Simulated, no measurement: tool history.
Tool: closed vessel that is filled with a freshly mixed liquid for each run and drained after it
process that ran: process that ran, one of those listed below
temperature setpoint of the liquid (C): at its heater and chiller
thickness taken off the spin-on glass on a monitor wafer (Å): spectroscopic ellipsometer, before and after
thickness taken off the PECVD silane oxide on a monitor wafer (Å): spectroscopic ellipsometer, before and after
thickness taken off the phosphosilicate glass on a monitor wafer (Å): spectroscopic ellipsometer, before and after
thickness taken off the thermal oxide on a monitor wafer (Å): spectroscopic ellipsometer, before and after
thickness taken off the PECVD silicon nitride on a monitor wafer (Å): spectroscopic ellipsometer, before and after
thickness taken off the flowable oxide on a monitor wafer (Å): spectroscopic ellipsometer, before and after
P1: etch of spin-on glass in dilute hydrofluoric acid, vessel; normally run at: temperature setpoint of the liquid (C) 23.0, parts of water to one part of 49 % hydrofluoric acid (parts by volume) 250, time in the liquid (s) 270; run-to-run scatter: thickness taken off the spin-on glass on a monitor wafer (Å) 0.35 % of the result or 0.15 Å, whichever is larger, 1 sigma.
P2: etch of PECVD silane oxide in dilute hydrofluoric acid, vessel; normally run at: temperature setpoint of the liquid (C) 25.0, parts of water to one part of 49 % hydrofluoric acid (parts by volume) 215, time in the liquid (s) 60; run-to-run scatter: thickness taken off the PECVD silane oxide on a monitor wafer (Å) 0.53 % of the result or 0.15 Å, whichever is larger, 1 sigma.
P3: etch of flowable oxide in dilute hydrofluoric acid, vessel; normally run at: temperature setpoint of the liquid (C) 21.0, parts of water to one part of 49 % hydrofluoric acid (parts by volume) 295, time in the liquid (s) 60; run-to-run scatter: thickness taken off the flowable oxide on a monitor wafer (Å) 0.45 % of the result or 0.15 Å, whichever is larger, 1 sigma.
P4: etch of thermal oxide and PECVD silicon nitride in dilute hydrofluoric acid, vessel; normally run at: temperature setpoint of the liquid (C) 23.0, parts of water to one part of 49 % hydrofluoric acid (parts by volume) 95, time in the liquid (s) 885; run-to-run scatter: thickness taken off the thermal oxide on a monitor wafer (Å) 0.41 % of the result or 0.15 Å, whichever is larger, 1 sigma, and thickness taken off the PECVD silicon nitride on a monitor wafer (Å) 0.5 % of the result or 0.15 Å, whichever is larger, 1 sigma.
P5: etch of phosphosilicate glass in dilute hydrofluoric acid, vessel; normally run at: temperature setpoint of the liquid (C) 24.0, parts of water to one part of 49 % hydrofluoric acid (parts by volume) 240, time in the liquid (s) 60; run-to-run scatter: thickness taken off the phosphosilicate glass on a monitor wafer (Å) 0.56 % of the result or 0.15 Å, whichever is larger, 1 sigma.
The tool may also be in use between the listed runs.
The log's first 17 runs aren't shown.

run,day,process that ran,temperature setpoint of the liquid (C),parts of water to one part of 49 % hydrofluoric acid (parts by volume),time in the liquid (s),thickness taken off the spin-on glass on a monitor wafer (Å),thickness taken off the PECVD silane oxide on a monitor wafer (Å),thickness taken off the phosphosilicate glass on a monitor wafer (Å),thickness taken off the thermal oxide on a monitor wafer (Å),thickness taken off the PECVD silicon nitride on a monitor wafer (Å),thickness taken off the flowable oxide on a monitor wafer (Å)
18,8.425,P1,23.0,250,270,470.51,,,,,
19,8.858,P2,25.0,215,60,,116.880,,,,
20,9.154,P1,23.0,350,270,304.35,,,,,
21,9.767,P5,18.0,240,60,,,215.36,,,
22,10.075,P1,23.0,250,270,470.83,,,,,
23,10.671,P2,21.0,215,60,,100.010,,,,
24,11.125,P1,23.0,250,270,469.02,,,,,
25,11.425,P1,17.0,250,270,373.84,,,,,
# day 11.696: hydrofluoric acid flow meter replaced
26,11.908,P5,24.0,240,110,,,489.17,,,

Forecast run 27:
27,12.325,P1,23.0,250,80,?,,,,,

thickness taken off the spin-on glass on a monitor wafer (Å): 139.13
